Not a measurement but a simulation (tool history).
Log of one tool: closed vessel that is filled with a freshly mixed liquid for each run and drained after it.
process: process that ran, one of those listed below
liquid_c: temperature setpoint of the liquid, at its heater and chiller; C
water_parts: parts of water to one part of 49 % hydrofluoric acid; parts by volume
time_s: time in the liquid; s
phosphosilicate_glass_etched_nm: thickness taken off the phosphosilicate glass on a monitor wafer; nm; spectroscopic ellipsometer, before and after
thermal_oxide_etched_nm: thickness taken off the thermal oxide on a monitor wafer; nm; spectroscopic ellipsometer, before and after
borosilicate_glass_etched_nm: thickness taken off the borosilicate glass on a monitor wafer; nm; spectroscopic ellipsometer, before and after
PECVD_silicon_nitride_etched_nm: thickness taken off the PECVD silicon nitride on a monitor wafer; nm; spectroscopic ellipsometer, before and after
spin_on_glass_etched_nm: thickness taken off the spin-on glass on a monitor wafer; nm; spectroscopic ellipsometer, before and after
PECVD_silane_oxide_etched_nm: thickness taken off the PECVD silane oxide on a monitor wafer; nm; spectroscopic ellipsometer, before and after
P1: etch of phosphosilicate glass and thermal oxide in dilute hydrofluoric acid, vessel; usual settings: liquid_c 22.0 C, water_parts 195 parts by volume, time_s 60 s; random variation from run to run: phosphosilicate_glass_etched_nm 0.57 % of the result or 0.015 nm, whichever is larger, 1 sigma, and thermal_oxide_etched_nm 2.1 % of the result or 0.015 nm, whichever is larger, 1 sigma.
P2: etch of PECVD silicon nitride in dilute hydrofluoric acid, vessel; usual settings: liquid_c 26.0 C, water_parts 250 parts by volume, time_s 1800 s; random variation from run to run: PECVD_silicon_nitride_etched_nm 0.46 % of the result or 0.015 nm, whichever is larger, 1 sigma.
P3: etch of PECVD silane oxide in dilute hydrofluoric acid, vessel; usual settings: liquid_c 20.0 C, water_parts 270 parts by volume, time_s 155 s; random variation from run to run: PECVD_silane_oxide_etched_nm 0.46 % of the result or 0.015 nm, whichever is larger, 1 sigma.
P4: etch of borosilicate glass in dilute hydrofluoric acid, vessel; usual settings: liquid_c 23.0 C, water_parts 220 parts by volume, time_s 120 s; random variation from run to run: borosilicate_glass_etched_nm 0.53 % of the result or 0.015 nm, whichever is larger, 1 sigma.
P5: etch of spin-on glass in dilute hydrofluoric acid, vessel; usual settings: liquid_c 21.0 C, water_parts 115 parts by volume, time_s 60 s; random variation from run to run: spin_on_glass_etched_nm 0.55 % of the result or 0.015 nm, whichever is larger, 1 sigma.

| run | hour | process | liquid_c | water_parts | time_s | hours since the thermometer was replaced | hours since the hydrofluoric acid flow meter was replaced | phosphosilicate_glass_etched_nm | thermal_oxide_etched_nm | borosilicate_glass_etched_nm | PECVD_silicon_nitride_etched_nm | spin_on_glass_etched_nm | PECVD_silane_oxide_etched_nm |
|---|---|---|---|---|---|---|---|---|---|---|---|---|---|
| 1 | 2.9 | P1 | 22.0 | 195 | 60 | 1508.1 | 248.0 | 25.642 | 1.14500 |  |  |  |  |
| 2 | 5.7 | P1 | 22.0 | 195 | 90 | 1510.9 | 250.8 | 38.498 | 1.66660 |  |  |  |  |
| 3 | 10.2 | P4 | 23.0 | 220 | 120 | 1515.4 | 255.3 |  |  | 8.5111 |  |  |  |
| 4 | 14.8 | P2 | 26.0 | 250 | 1800 | 1520.0 | 259.9 |  |  |  | 19.507 |  |  |
| 5 | 17.9 | P5 | 21.0 | 115 | 60 | 1523.1 | 263.0 |  |  |  |  | 20.836 |  |
| 6 | 22.3 | P1 | 22.0 | 195 | 60 | 1527.5 | 267.4 | 25.593 | 1.13380 |  |  |  |  |
| 7 | 26.7 | P5 | 17.0 | 115 | 60 | 1531.9 | 271.8 |  |  |  |  | 17.756 |  |
| 8 | 30.8 | P3 | 20.0 | 370 | 155 | 1536.0 | 275.9 |  |  |  |  |  | 6.7615 |
| 9 | 34.1 | P3 | 17.0 | 270 | 155 | 1539.3 | 279.2 |  |  |  |  |  | 9.1781 |
| 10 | 39.0 | P1 | 22.0 | 195 | 60 | 1544.2 | 284.1 | 25.403 | 1.10700 |  |  |  |  |
| 11 | 44.5 | P1 | 17.0 | 195 | 60 | 1549.7 | 289.6 | 21.025 | 0.92960 |  |  |  |  |
|  | 48.4 | hydrofluoric acid flow meter replaced |
| 12 | 48.8 | P1 | 22.0 | 195 | 60 | 1554.0 | 0.5 | 25.585 | 1.11230 |  |  |  |  |
| 13 | 54.2 | P1 | 27.5 | 70 | 60 | 1559.4 | 5.9 | 102.420 | 4.37260 |  |  |  |  |
| 14 | 59.2 | P1 | 22.0 | 100 | 60 | 1564.4 | 10.9 | 55.281 | 2.32600 |  |  |  |  |
| 15 | 62.2 | P1 | 22.0 | 195 | 60 | 1567.4 | 13.9 | 25.437 | 1.06330 |  |  |  |  |
| 16 | 66.4 | P1 | 22.0 | 330 | 60 | 1571.6 | 18.1 | 13.359 | 0.60772 |  |  |  |  |
| 17 | 69.3 | P2 | 26.0 | 125 | 1800 | 1574.5 | 21.0 |  |  |  | 39.027 |  |  |
| 18 | 72.7 | P2 | 33.5 | 250 | 1800 | 1577.9 | 24.4 |  |  |  | 30.227 |  |  |
| 19 | 76.0 | P4 | 23.0 | 220 | 45 | 1581.2 | 27.7 |  |  | 3.2016 |  |  |  |
| 20 | 80.2 | P4 | 23.0 | 405 | 120 | 1585.4 | 31.9 |  |  | 3.8570 |  |  |  |
| 21 | 84.2 | P3 | 20.0 | 270 | 70 | 1589.4 | 35.9 |  |  |  |  |  | 4.5913 |
| 22 | 87.6 | P1 | 22.0 | 195 | 30 | 1592.8 | 39.3 | 12.836 | 0.55697 |  |  |  |  |
| 23 | 90.3 | P4 | 18.0 | 220 | 120 | 1595.5 | 42.0 |  |  | 7.0220 |  |  |  |
| 24 | 95.6 | P1 | 26.5 | 195 | 60 | 1600.8 | 47.3 | 30.493 | 1.33300 |  |  |  |  |
| 25 | 98.3 | P3 | 20.0 | 270 | 155 | 1603.5 | 50.0 |  |  |  |  |  | 10.2830 |
| 26 | 103.4 | P5 | 21.0 | 115 | 60 | 1608.6 | 55.1 |  |  |  |  | 20.562 |  |
| 27 | 107.3 | P5 | 21.0 | 40 | 60 | 1612.5 | 59.0 |  |  |  |  | 65.405 |  |
| 28 | 110.3 | P4 | 23.0 | 220 | 120 | 1615.5 | 62.0 |  |  | 8.4976 |  |  |  |
| 29 | 115.4 | P5 | 21.0 | 115 | 30 | 1620.6 | 67.1 |  |  |  |  | 10.444 |  |
| 30 | 119.7 | P2 | 26.0 | 250 | 2765 | 1624.9 | 71.4 |  |  |  | 29.733 |  |  |
| 31 | 124.1 | P1 | 22.0 | 195 | 60 | 1629.3 | 75.8 | 25.597 | 1.16710 |  |  |  |  |
| 32 | 129.2 | P1 | 22.0 | 195 | 60 | 1634.4 | 80.9 | 26.679 | 1.18840 |  |  |  |  |
| 33 | 133.2 | P1 | 22.0 | 195 | 60 | 1638.4 | 84.9 | 27.174 | 1.16600 |  |  |  |  |
| 34 | 137.8 | P1 | 22.0 | 195 | 60 | 1643.0 | 89.5 | 27.578 | 1.17010 |  |  |  |  |
| 35 | 141.7 | P1 | 22.0 | 195 | 60 | 1646.9 | 93.4 | 27.543 | 1.22560 |  |  |  |  |
| 36 | 144.4 | P1 | 22.0 | 195 | 60 | 1649.6 | 96.1 | 27.979 | 1.28260 |  |  |  |  |
| 37 | 146.8 | P1 | 22.0 | 195 | 60 | 1652.0 | 98.5 | 27.600 | 1.19610 |  |  |  |  |
| 38 | 150.1 | P1 | 22.0 | 195 | 60 | 1655.3 | 101.8 | 27.820 | 1.27370 |  |  |  |  |
| 39 | 153.7 | P1 | 22.0 | 195 | 60 | 1658.9 | 105.4 | 28.024 | 1.16560 |  |  |  |  |
| 40 | 156.5 | P1 | 22.0 | 195 | 60 | 1661.7 | 108.2 | 27.789 | 1.18390 |  |  |  |  |
| 41 | 161.3 | P1 | 22.0 | 195 | 60 | 1666.5 | 113.0 | 27.935 | 1.21220 |  |  |  |  |

What P1 gives has crept away from where it was. These 2 causes fit the log equally well, each at the size given:
A: liquid hotter than its thermometer reads (K) = 2.31
B: hydrofluoric acid flow above the setpoint (%) = 7.49
The creep began at about hour 124.1.

4 check runs are offered, one wafer each, their results left as question marks. Which one tells the causes apart?
| check 1 | 166.1 | P4 | 23.0 | 220 | 120 |  |  |  |  | ? |  |  |  |
| check 2 | 166.1 | P2 | 26.0 | 250 | 1800 |  |  |  |  |  | ? |  |  |
| check 3 | 166.1 | P3 | 20.0 | 270 | 155 |  |  |  |  |  |  |  | ? |
| check 4 | 166.1 | P5 | 21.0 | 115 | 60 |  |  |  |  |  |  | ? |  |

What each check would give under each cause:
| check | result | if A | if B |
|---|---|---|---|
| check 1 | borosilicate_glass_etched_nm | 9.2518 | 9.2889 |
| check 2 | PECVD_silicon_nitride_etched_nm | 22.390 | 20.944 |
| check 3 | PECVD_silane_oxide_etched_nm | 11.0740 | 11.1300 |
| check 4 | spin_on_glass_etched_nm | 22.874 | 22.626 |
How far apart the two closest causes lie, in the result that separates them most: check 1 0.4 %; check 2 6.68 %; check 3 0.51 %; check 4 1.09 %
Check 2 tells the causes apart: in the others they would give nearly the same result.

Then check 2 was run and gave: PECVD_silicon_nitride_etched_nm 22.273 nm. Which cause is it?

It is A: liquid hotter than its thermometer reads (K).

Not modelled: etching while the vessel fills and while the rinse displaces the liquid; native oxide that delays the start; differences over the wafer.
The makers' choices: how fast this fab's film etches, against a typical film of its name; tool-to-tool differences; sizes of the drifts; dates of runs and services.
